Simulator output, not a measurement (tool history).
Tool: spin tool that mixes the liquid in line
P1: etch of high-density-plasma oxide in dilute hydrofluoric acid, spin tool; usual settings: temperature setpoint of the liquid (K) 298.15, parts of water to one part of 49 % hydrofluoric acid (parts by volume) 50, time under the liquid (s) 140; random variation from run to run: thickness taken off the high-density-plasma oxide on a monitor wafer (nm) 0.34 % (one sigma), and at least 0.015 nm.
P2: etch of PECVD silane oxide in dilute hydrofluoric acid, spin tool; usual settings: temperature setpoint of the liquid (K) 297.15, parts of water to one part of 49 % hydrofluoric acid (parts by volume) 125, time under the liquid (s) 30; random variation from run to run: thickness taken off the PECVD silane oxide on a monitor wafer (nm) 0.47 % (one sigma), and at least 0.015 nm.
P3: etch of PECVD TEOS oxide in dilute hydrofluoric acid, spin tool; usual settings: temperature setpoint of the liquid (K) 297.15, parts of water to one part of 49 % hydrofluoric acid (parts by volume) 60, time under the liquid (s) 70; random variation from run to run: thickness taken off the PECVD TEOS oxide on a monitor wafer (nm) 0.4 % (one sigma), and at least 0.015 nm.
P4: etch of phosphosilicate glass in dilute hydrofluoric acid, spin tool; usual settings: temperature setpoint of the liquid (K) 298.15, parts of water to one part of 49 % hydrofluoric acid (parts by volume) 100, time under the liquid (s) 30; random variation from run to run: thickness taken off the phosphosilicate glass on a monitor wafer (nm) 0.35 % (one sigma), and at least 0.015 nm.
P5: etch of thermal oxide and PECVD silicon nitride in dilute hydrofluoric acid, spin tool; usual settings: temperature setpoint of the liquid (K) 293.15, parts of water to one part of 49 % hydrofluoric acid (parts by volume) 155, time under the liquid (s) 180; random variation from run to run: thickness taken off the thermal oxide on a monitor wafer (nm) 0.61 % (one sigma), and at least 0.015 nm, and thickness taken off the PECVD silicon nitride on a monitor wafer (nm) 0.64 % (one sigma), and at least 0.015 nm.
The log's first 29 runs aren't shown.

run	hour	process that ran	temperature setpoint of the liquid (K)	parts of water to one part of 49 % hydrofluoric acid (parts by volume)	time under the liquid (s)	hours since the thermometer was replaced	hours since the hydrofluoric acid flow meter was replaced	thickness taken off the high-density-plasma oxide on a monitor wafer (nm)	thickness taken off the thermal oxide on a monitor wafer (nm)	thickness taken off the PECVD silicon nitride on a monitor wafer (nm)	thickness taken off the PECVD TEOS oxide on a monitor wafer (nm)	thickness taken off the PECVD silane oxide on a monitor wafer (nm)	thickness taken off the phosphosilicate glass on a monitor wafer (nm)
30	404.8	P4	298.15	100	60	1080.5	1696.2						88.155
31	413.4	P1	292.65	50	140	1089.1	1704.8	12.563					
32	429	P2	297.15	35	30	1104.7	1720.4					19.688	
33	444.1	P1	298.15	50	140	1119.8	1735.5	15.802					
34	459.9	P1	298.15	50	140	1135.6	1751.3	15.816					
35	470.9	P1	298.15	50	140	1146.6	1762.3	16.038					
36	485.6	P1	298.15	50	140	1161.3	1777	16.376					
37	498.8	P1	298.15	50	140	1174.5	1790.2	16.562					
38	510.4	P1	298.15	50	140	1186.1	1801.8	16.647					
39	520.1	P1	298.15	50	140	1195.8	1811.5	16.7					
40	531.5	P1	298.15	50	140	1207.2	1822.9	16.659					

Forecast run 41:
41	541.5	P1	298.15	50	140	1217.2	1832.9	?					

thickness taken off the high-density-plasma oxide on a monitor wafer (nm): 16.819
